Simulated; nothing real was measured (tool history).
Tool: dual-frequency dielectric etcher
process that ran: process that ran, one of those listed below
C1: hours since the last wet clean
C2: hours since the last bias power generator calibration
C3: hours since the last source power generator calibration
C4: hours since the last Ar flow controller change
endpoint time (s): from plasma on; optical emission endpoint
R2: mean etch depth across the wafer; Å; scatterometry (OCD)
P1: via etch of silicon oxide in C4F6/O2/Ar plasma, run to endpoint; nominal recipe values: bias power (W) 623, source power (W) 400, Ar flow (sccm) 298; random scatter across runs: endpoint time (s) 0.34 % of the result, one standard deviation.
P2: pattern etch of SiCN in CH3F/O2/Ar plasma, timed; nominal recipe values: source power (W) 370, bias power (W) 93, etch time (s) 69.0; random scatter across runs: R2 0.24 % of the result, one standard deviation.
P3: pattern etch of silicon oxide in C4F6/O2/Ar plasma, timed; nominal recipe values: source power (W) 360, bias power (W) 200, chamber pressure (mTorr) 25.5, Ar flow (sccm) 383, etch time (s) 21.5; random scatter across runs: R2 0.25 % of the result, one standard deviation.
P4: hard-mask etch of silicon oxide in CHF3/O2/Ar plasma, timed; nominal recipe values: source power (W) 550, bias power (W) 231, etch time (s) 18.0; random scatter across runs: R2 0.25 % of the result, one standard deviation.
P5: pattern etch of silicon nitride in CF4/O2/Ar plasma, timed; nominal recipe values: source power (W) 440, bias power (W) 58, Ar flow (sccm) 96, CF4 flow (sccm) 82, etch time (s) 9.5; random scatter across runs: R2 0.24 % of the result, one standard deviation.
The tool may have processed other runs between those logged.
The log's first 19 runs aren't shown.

{"run": 20, "hour": 106.6, "process that ran": "P1", "bias power (W)": 623, "source power (W)": 530, "Ar flow (sccm)": 298, "C1": 452.6, "C2": 2130.9, "C3": 47.6, "C4": 2225.9, "endpoint time (s)": 27.732}
{"hour": 106.9, "done": "bias power generator calibrated"}
{"run": 21, "hour": 111.2, "process that ran": "P5", "bias power (W)": 58, "source power (W)": 440, "Ar flow (sccm)": 125, "CF4 flow (sccm)": 82, "etch time (s)": 9.5, "C1": 457.2, "C2": 4.3, "C3": 52.2, "C4": 2230.5, "R2": 160.29}
{"run": 22, "hour": 117.6, "process that ran": "P4", "bias power (W)": 231, "source power (W)": 440, "etch time (s)": 18.0, "C1": 463.6, "C2": 10.7, "C3": 58.6, "C4": 2236.9, "R2": 334.8}
{"run": 23, "hour": 124.8, "process that ran": "P3", "bias power (W)": 200, "source power (W)": 360, "Ar flow (sccm)": 242, "etch time (s)": 21.5, "chamber pressure (mTorr)": 25.5, "C1": 470.8, "C2": 17.9, "C3": 65.8, "C4": 2244.1, "R2": 688.89}
{"run": 24, "hour": 130.9, "process that ran": "P5", "bias power (W)": 58, "source power (W)": 440, "Ar flow (sccm)": 96, "CF4 flow (sccm)": 82, "etch time (s)": 7.0, "C1": 476.9, "C2": 24.0, "C3": 71.9, "C4": 2250.2, "R2": 122.04}
{"run": 25, "hour": 136.7, "process that ran": "P5", "bias power (W)": 58, "source power (W)": 580, "Ar flow (sccm)": 96, "CF4 flow (sccm)": 82, "etch time (s)": 9.5, "C1": 482.7, "C2": 29.8, "C3": 77.7, "C4": 2256.0, "R2": 210.63}
{"run": 26, "hour": 142.0, "process that ran": "P2", "bias power (W)": 93, "source power (W)": 370, "etch time (s)": 42.0, "C1": 488.0, "C2": 35.1, "C3": 83.0, "C4": 2261.3, "R2": 163.11}
{"run": 27, "hour": 149.1, "process that ran": "P5", "bias power (W)": 58, "source power (W)": 440, "Ar flow (sccm)": 96, "CF4 flow (sccm)": 82, "etch time (s)": 9.5, "C1": 495.1, "C2": 42.2, "C3": 90.1, "C4": 2268.4, "R2": 164.99}
{"run": 28, "hour": 154.6, "process that ran": "P5", "bias power (W)": 58, "source power (W)": 440, "Ar flow (sccm)": 96, "CF4 flow (sccm)": 82, "etch time (s)": 9.5, "C1": 500.6, "C2": 47.7, "C3": 95.6, "C4": 2273.9, "R2": 165.84}

The next listed run, before its measurement:
{"run": 29, "hour": 159.8, "process that ran": "P4", "bias power (W)": 231, "source power (W)": 550, "etch time (s)": 18.0, "C1": 505.8, "C2": 52.9, "C3": 100.8, "C4": 2279.1, "R2": "?"}

R2: 364.21 Å

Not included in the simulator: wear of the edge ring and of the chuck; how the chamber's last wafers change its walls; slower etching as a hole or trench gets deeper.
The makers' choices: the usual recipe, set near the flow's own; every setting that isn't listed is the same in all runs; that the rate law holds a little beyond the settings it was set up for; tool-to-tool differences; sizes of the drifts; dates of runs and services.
